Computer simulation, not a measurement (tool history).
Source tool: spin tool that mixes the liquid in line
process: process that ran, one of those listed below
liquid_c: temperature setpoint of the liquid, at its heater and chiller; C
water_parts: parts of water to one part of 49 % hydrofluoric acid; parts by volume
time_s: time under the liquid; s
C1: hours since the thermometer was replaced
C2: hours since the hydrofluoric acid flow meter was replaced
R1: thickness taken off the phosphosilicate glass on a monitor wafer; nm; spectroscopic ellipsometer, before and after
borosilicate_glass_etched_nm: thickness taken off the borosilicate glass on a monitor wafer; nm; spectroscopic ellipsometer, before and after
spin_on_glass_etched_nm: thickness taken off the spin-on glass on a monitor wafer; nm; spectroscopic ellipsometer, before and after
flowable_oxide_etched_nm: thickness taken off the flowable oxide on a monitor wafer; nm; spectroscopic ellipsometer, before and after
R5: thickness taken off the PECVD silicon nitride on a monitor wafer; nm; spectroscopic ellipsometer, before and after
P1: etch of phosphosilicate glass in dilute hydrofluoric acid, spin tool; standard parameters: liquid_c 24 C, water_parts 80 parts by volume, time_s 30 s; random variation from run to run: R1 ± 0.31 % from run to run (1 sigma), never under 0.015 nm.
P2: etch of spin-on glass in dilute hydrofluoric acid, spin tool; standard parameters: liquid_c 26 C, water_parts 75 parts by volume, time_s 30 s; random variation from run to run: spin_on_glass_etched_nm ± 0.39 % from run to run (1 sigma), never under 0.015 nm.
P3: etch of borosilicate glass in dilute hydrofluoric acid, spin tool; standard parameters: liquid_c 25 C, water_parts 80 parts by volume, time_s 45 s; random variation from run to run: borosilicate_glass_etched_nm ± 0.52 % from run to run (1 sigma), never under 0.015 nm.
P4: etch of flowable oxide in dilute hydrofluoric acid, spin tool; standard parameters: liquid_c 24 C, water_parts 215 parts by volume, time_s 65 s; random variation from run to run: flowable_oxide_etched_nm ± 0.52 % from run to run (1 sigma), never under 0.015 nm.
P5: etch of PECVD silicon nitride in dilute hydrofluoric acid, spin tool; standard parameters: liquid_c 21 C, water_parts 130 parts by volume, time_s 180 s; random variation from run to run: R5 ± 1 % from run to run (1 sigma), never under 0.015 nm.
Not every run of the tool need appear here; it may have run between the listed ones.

run 1 day=0.292 | process=P1 liquid_c=24 water_parts=80 time_s=30 | C1=641.9 C2=885.7 | R1=46.364
run 2 day=0.471 | process=P3 liquid_c=33 water_parts=80 time_s=45 | C1=646.2 C2=890 | borosilicate_glass_etched_nm=35.057
run 3 day=0.617 | process=P1 liquid_c=24 water_parts=25 time_s=30 | C1=649.7 C2=893.5 | R1=159.84
run 4 day=0.775 | process=P2 liquid_c=26 water_parts=75 time_s=30 | C1=653.5 C2=897.3 | spin_on_glass_etched_nm=22.531
run 5 day=1.004 | process=P1 liquid_c=24 water_parts=80 time_s=30 | C1=659 C2=902.8 | R1=46.491
run 6 day=1.133 | process=P4 liquid_c=24 water_parts=115 time_s=65 | C1=662.1 C2=905.9 | flowable_oxide_etched_nm=31.824
run 7 day=1.304 | process=P1 liquid_c=24 water_parts=80 time_s=30 | C1=666.2 C2=910 | R1=46.271
run 8 day=1.525 | process=P5 liquid_c=21 water_parts=55 time_s=180 | C1=671.5 C2=915.3 | R5=4.9456
run 9 day=1.667 | process=P1 liquid_c=24 water_parts=80 time_s=30 | C1=674.9 C2=918.7 | R1=46.482
run 10 day=1.871 | process=P2 liquid_c=18.5 water_parts=75 time_s=30 | C1=679.8 C2=923.6 | spin_on_glass_etched_nm=16.628
run 11 day=2.071 | process=P4 liquid_c=24 water_parts=215 time_s=15 | C1=684.6 C2=928.4 | flowable_oxide_etched_nm=3.4166
run 12 day=2.35 | process=P5 liquid_c=28.5 water_parts=130 time_s=180 | C1=691.3 C2=935.1 | R5=3.4716
run 13 day=2.562 | process=P3 liquid_c=25 water_parts=80 time_s=45 | C1=696.4 C2=940.2 | borosilicate_glass_etched_nm=25.708
run 14 day=2.704 | process=P1 liquid_c=24 water_parts=80 time_s=30 | C1=699.8 C2=943.6 | R1=46.52
run 15 day=2.883 | process=P1 liquid_c=20.5 water_parts=80 time_s=30 | C1=704.1 C2=947.9 | R1=40.255
run 16 day=3.017 | process=P3 liquid_c=25 water_parts=80 time_s=70 | C1=707.3 C2=951.1 | borosilicate_glass_etched_nm=40.264
run 17 day=3.296 | process=P1 liquid_c=19 water_parts=135 time_s=30 | C1=714 C2=957.8 | R1=21.134
run 18 day=3.5 | process=P1 liquid_c=24 water_parts=120 time_s=30 | C1=718.9 C2=962.7 | R1=29.497
run 19 day=3.671 | process=P2 liquid_c=26 water_parts=75 time_s=30 | C1=723 C2=966.8 | spin_on_glass_etched_nm=22.628
run 20 day=3.838 | process=P1 liquid_c=24 water_parts=80 time_s=15 | C1=727 C2=970.8 | R1=23.114
run 21 day=4.129 | process=P4 liquid_c=24 water_parts=215 time_s=65 | C1=734 C2=977.8 | flowable_oxide_etched_nm=15.049
run 22 day=4.296 | process=P4 liquid_c=17 water_parts=215 time_s=65 | C1=738 C2=981.8 | flowable_oxide_etched_nm=11.554
run 23 day=4.462 | process=P1 liquid_c=24 water_parts=80 time_s=30 | C1=742 C2=985.8 | R1=46.702
run 24 day=4.683 | process=P3 liquid_c=25 water_parts=20 time_s=45 | C1=747.3 C2=991.1 | borosilicate_glass_etched_nm=111.93
run 25 day=4.879 | process=P5 liquid_c=21 water_parts=130 time_s=75 | C1=752 C2=995.8 | R5=0.86851
run 26 day=5.054 | process=P5 liquid_c=21 water_parts=130 time_s=180 | C1=756.2 C2=1000 | R5=2.1172
run 27 day=5.242 | process=P1 liquid_c=30 water_parts=80 time_s=30 | C1=760.7 C2=1004.5 | R1=58.608
run 28 day=5.538 | process=P2 liquid_c=26 water_parts=135 time_s=30 | C1=767.8 C2=1011.6 | spin_on_glass_etched_nm=11.64
run 29 day=5.8 | process=P1 liquid_c=24 water_parts=80 time_s=55 | C1=774.1 C2=1017.9 | R1=85.383
run 30 day=5.958 | process=P1 liquid_c=24 water_parts=80 time_s=30 | C1=777.9 C2=1021.7 | R1=46.504
run 31 day=6.254 | process=P2 liquid_c=26 water_parts=75 time_s=60 | C1=785 C2=1028.8 | spin_on_glass_etched_nm=45.132
run 32 day=6.454 | process=P1 liquid_c=24 water_parts=80 time_s=30 | C1=789.8 C2=1033.6 | R1=46.358
run 33 day=6.667 | process=P1 liquid_c=24 water_parts=80 time_s=30 | C1=794.9 C2=1038.7 | R1=45.216
run 34 day=6.85 | process=P1 liquid_c=24 water_parts=80 time_s=30 | C1=799.3 C2=1043.1 | R1=44.585
run 35 day=7.071 | process=P1 liquid_c=24 water_parts=80 time_s=30 | C1=804.6 C2=1048.4 | R1=43.912
run 36 day=7.292 | process=P1 liquid_c=24 water_parts=80 time_s=30 | C1=809.9 C2=1053.7 | R1=43.594
run 37 day=7.596 | process=P1 liquid_c=24 water_parts=80 time_s=30 | C1=817.2 C2=1061 | R1=43.403
run 38 day=7.746 | process=P1 liquid_c=24 water_parts=80 time_s=30 | C1=820.8 C2=1064.6 | R1=43.253
run 39 day=8.021 | process=P1 liquid_c=24 water_parts=80 time_s=30 | C1=827.4 C2=1071.2 | R1=42.96
run 40 day=8.267 | process=P1 liquid_c=24 water_parts=80 time_s=30 | C1=833.3 C2=1077.1 | R1=42.964
run 41 day=8.412 | process=P1 liquid_c=24 water_parts=80 time_s=30 | C1=836.8 C2=1080.6 | R1=42.882
run 42 day=8.717 | process=P1 liquid_c=24 water_parts=80 time_s=30 | C1=844.1 C2=1087.9 | R1=42.735

What P1 gives has crept off from where it sat before. The 2 causes that follow fit the log equally well, each at the size noted:
A: liquid colder than its thermometer reads (K) = 1.96
B: hydrofluoric acid flow below the setpoint (%) = 6.92
The onset of the drift is placed at about day 6.454.

You are offered 4 check runs, listed below with question marks in place of their results; each one averages 3 wafers. Which run separates the listed causes by giving clearly different results for each?
run check 1 day=9.021 | process=P2 liquid_c=26 water_parts=75 time_s=45 | spin_on_glass_etched_nm=?
run check 2 day=9.021 | process=P5 liquid_c=21 water_parts=90 time_s=110 | R5=?
run check 3 day=9.021 | process=P3 liquid_c=32.5 water_parts=30 time_s=45 | borosilicate_glass_etched_nm=?
run check 4 day=9.021 | process=P4 liquid_c=17 water_parts=130 time_s=65 | flowable_oxide_etched_nm=?

Check results expected under each cause:
check=check_1 result=spin_on_glass_etched_nm if_A=31.45 if_B=31.426
check=check_2 result=R5 if_A=1.6332 if_B=1.7408
check=check_3 result=borosilicate_glass_etched_nm if_A=92.26 if_B=92.455
check=check_4 result=flowable_oxide_etched_nm if_A=18.987 if_B=19.002
Per-check spread between the two closest causes, in the result where they differ most: check 1 0.08 %; check 2 6.38 %; check 3 0.21 %; check 4 0.08 %
Only check 2 tells the causes apart: in the others they would give nearly the same result.

Check 2 was carried out, with these results: R5 1.6442 nm. Which of the listed causes is responsible?

The correct cause is A, namely: liquid colder than its thermometer reads (K).

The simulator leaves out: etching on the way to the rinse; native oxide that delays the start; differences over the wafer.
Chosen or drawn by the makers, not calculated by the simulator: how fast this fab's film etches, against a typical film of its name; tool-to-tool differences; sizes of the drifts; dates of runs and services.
